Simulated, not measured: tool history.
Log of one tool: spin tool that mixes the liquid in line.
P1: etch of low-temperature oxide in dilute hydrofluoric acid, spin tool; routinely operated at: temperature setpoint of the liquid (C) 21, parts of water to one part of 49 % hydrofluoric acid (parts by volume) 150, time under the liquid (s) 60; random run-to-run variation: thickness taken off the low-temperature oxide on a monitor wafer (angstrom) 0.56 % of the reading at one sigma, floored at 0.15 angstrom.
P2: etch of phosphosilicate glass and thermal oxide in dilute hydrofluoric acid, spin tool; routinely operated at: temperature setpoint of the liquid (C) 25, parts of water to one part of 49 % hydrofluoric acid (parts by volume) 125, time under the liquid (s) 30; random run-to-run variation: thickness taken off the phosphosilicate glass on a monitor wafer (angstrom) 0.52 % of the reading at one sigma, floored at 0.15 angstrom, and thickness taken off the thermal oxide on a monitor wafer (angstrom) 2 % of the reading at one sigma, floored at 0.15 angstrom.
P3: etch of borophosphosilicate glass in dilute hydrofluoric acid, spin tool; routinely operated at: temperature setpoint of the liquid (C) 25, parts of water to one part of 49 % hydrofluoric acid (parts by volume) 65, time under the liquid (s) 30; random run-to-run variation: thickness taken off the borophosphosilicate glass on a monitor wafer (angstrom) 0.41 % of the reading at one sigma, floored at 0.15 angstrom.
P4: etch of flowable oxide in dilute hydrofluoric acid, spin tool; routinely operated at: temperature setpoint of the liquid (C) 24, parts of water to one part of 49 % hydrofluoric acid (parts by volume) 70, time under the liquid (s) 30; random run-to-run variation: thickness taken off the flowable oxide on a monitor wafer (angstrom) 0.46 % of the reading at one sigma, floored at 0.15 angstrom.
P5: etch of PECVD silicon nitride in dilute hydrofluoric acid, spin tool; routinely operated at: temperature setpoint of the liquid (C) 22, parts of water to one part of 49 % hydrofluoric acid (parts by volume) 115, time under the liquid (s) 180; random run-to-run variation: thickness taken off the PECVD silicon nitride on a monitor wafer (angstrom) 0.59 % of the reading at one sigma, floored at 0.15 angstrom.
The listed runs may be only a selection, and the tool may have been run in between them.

run   hour  process that ran  temperature setpoint of the liquid (C)  parts of water to one part of 49 % hydrofluoric acid (parts by volume)  time under the liquid (s)  hours since the thermometer was replaced  hours since the hydrofluoric acid flow meter was replaced  thickness taken off the low-temperature oxide on a monitor wafer (angstrom)  thickness taken off the flowable oxide on a monitor wafer (angstrom)  thickness taken off the borophosphosilicate glass on a monitor wafer (angstrom)  thickness taken off the phosphosilicate glass on a monitor wafer (angstrom)  thickness taken off the thermal oxide on a monitor wafer (angstrom)  thickness taken off the PECVD silicon nitride on a monitor wafer (angstrom)
  1    3.2                P1                                      21                                                                     150                         60                                     672.4                                                      502.7                                                                       45.945
  2    8.9                P4                                      24                                                                      70                         30                                     678.1                                                      508.4                                                                                                                                             251.63
  3     12                P3                                    31.5                                                                      65                         30                                     681.2                                                      511.5                                                                                                                                                                                                                              419.03
  4   17.7                P2                                      29                                                                     125                         30                                     686.9                                                      517.2                                                                                                                                                                                                                                                                                                           203.48                                                               13.177
  5     22                P1                                      17                                                                     150                         60                                     691.2                                                      521.5                                                                       39.243
  6   25.7                P1                                      21                                                                      45                        105                                     694.9                                                      525.2                                                                       303.73
  7   29.5                P4                                      24                                                                      95                         30                                     698.7                                                        529                                                                                                                                              178.4
  8     34                P1                                    24.5                                                                     150                        100                                     703.2                                                      533.5                                                                       87.148
  9   38.1                P3                                      25                                                                     110                         30                                     707.3                                                      537.6                                                                                                                                                                                                                              180.94
 10   41.1                P1                                      21                                                                     150                         15                                     710.3                                                      540.6                                                                       11.638
 11   46.3                P3                                      25                                                                      65                         30                                     715.5                                                      545.8                                                                                                                                                                                                                              323.85
 12   51.7                P5                                      22                                                                     115                        180                                     720.9                                                      551.2                                                                                                                                                                                                                                                                                                                                                                                                                                                             38.703
 13   55.4                P5                                      22                                                                     115                         45                                     724.6                                                      554.9                                                                                                                                                                                                                                                                                                                                                                                                                                                             9.8213
 14     59                P4                                      24                                                                      70                         60                                     728.2                                                      558.5                                                                                                                                             501.28
 15   63.5                P2                                      25                                                                      65                         30                                     732.7                                                        563                                                                                                                                                                                                                                                                                                            362.6                                                               22.625
 16   68.6                P1                                      21                                                                     150                         60                                     737.8                                                      568.1                                                                       45.836
 17   74.6                P1                                      21                                                                     150                         60                                     743.8                                                      574.1                                                                       46.415
 18   77.4                P4                                      18                                                                      70                         30                                     746.6                                                      576.9                                                                                                                                             194.28
 19   82.6                P1                                      21                                                                     150                         60                                     751.8                                                      582.1                                                                       45.554
      83.9  -- hydrofluoric acid flow meter replaced
 20   86.5                P3                                      25                                                                      65                         55                                     755.7                                                        2.7                                                                                                                                                                                                                              596.29
 21   92.6                P3                                      25                                                                      65                         30                                     761.8                                                        8.8                                                                                                                                                                                                                              326.74
 22   97.8                P5                                      22                                                                     165                        180                                       767                                                         14                                                                                                                                                                                                                                                                                                                                                                                                                                                             27.509
 23  101.9                P5                                      17                                                                     115                        180                                     771.1                                                       18.1                                                                                                                                                                                                                                                                                                                                                                                                                                                              27.84
 24  107.4                P4                                      24                                                                      70                         30                                     776.6                                                       23.6                                                                                                                                             250.16
 25  113.4                P2                                      25                                                                     125                         30                                     782.6                                                       29.6                                                                                                                                                                                                                                                                                                           173.05                                                               11.322
 26  116.8                P1                                      21                                                                     250                         60                                       786                                                         33                                                                       24.943
 27  120.6                P1                                      28                                                                     150                         60                                     789.8                                                       36.8                                                                       59.433
 28  123.6                P1                                      21                                                                     150                         90                                     792.8                                                       39.8                                                                       69.505
 29  127.6                P1                                      21                                                                     150                         60                                     796.8                                                       43.8                                                                         45.8

Run 30 comes next. What will it give?
 30  131.3                P2                                      25                                                                     125                         45                                     800.5                                                       47.5                                                                                                                                                                                                                                                                                                                ?                                                                    ?

{"run 30": {"thickness taken off the phosphosilicate glass on a monitor wafer (angstrom)": 265.94, "thickness taken off the thermal oxide on a monitor wafer (angstrom)": 17.009}}

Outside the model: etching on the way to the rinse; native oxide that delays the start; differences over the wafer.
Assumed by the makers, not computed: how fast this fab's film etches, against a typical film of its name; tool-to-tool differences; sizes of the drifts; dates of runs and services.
